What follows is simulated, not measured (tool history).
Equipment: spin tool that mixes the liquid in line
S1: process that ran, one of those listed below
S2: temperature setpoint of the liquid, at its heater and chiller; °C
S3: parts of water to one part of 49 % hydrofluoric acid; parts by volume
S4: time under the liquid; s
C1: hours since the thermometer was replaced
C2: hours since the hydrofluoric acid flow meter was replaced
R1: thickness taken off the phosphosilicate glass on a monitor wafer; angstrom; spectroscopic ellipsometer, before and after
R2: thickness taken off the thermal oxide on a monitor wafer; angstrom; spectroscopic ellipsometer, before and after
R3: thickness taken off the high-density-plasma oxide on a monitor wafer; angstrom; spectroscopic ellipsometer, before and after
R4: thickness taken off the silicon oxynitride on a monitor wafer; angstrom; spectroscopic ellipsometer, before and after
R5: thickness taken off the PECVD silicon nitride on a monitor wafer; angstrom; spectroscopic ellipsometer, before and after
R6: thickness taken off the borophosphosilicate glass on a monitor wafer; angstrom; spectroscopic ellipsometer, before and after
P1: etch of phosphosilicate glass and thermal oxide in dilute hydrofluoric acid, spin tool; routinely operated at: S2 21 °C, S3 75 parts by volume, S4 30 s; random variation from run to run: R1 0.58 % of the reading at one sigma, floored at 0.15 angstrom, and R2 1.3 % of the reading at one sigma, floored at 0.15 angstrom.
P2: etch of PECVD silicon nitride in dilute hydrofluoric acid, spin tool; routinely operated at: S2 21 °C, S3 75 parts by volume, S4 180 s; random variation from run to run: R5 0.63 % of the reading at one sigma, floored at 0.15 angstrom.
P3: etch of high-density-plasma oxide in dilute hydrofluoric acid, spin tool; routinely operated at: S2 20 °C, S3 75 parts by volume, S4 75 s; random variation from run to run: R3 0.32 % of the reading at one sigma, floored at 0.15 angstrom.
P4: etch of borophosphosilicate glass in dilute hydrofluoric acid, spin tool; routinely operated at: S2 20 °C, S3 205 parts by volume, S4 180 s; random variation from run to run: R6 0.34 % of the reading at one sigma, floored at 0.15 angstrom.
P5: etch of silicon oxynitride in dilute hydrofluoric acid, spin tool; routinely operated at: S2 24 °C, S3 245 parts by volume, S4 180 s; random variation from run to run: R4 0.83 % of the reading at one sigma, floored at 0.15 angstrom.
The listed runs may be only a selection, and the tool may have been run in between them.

Run 1, hour 3.7: S1 P1, S2 21 °C, S3 75 parts by volume, S4 30 s; C1 484.3; C2 596.5. Result: R1 613.15 angstrom, R2 17.588 angstrom.
Run 2, hour 7.2: S1 P3, S2 20 °C, S3 75 parts by volume, S4 75 s; C1 487.8; C2 600. Result: R3 93.63 angstrom.
Run 3, hour 11.6: S1 P5, S2 24 °C, S3 245 parts by volume, S4 15 s; C1 492.2; C2 604.4. Result: R4 1.9196 angstrom.
Run 4, hour 14.5: S1 P1, S2 21 °C, S3 75 parts by volume, S4 15 s; C1 495.1; C2 607.3. Result: R1 306.72 angstrom, R2 8.9057 angstrom.
Run 5, hour 17.7: S1 P2, S2 21 °C, S3 75 parts by volume, S4 355 s; C1 498.3; C2 610.5. Result: R5 70.303 angstrom.
Run 6, hour 20.8: S1 P1, S2 17 °C, S3 75 parts by volume, S4 30 s; C1 501.4; C2 613.6. Result: R1 517.77 angstrom, R2 14.733 angstrom.
Run 7, hour 24.8: S1 P1, S2 27.5 °C, S3 75 parts by volume, S4 30 s; C1 505.4; C2 617.6. Result: R1 806.49 angstrom, R2 22.672 angstrom.
Run 8, hour 27.8: S1 P1, S2 21 °C, S3 115 parts by volume, S4 30 s; C1 508.4; C2 620.6. Result: R1 384.2 angstrom, R2 10.878 angstrom.
Run 9, hour 30: S1 P3, S2 20 °C, S3 75 parts by volume, S4 150 s; C1 510.6; C2 622.8. Result: R3 186.82 angstrom.
Run 10, hour 33.1: S1 P1, S2 21 °C, S3 75 parts by volume, S4 30 s; C1 513.7; C2 625.9. Result: R1 616.92 angstrom, R2 16.972 angstrom.
Run 11, hour 37.2: S1 P1, S2 21 °C, S3 75 parts by volume, S4 60 s; C1 517.8; C2 630. Result: R1 1231.6 angstrom, R2 34.976 angstrom.
Run 12, hour 41.4: S1 P4, S2 27.5 °C, S3 205 parts by volume, S4 180 s; C1 522; C2 634.2. Result: R6 287.52 angstrom.
Run 13, hour 44.5: S1 P1, S2 27 °C, S3 130 parts by volume, S4 30 s; C1 525.1; C2 637.3. Result: R1 419.86 angstrom, R2 11.526 angstrom.
Run 14, hour 46.8: S1 P4, S2 20 °C, S3 40 parts by volume, S4 180 s; C1 527.4; C2 639.6. Result: R6 1335 angstrom.
Run 15, hour 49.4: S1 P5, S2 24 °C, S3 335 parts by volume, S4 180 s; C1 530; C2 642.2. Result: R4 17.092 angstrom.
Run 16, hour 53.4: S1 P3, S2 20 °C, S3 20 parts by volume, S4 75 s; C1 534; C2 646.2. Result: R3 374.13 angstrom.
Run 17, hour 56.8: S1 P4, S2 20 °C, S3 205 parts by volume, S4 180 s; C1 537.4; C2 649.6. Result: R6 217.01 angstrom.
Run 18, hour 59.4: S1 P1, S2 27.5 °C, S3 115 parts by volume, S4 30 s; C1 540; C2 652.2. Result: R1 496.12 angstrom, R2 13.77 angstrom.
Run 19, hour 61.8: S1 P3, S2 17 °C, S3 75 parts by volume, S4 75 s; C1 542.4; C2 654.6. Result: R3 81.935 angstrom.
Run 20, hour 64.3: S1 P4, S2 20 °C, S3 205 parts by volume, S4 15 s; C1 544.9; C2 657.1. Result: R6 17.953 angstrom.
Run 21, hour 68.2: S1 P5, S2 24 °C, S3 245 parts by volume, S4 180 s; C1 548.8; C2 661. Result: R4 24.363 angstrom.
Run 22, hour 71.7: S1 P2, S2 17 °C, S3 75 parts by volume, S4 180 s; C1 552.3; C2 664.5. Result: R5 26.891 angstrom.
At hour 72.7: thermometer replaced.
Run 23, hour 75.3: S1 P1, S2 21 °C, S3 45 parts by volume, S4 30 s; C1 2.6; C2 668.1. Result: R1 1071.9 angstrom, R2 29.64 angstrom.

Run 24 comes next. What will it give?
Run 24, hour 80: S1 P1, S2 17 °C, S3 75 parts by volume, S4 50 s; C1 7.3; C2 672.8. Result: R1 ?, R2 ?.

R1: 868.17 angstrom
R2: 25.287 angstrom
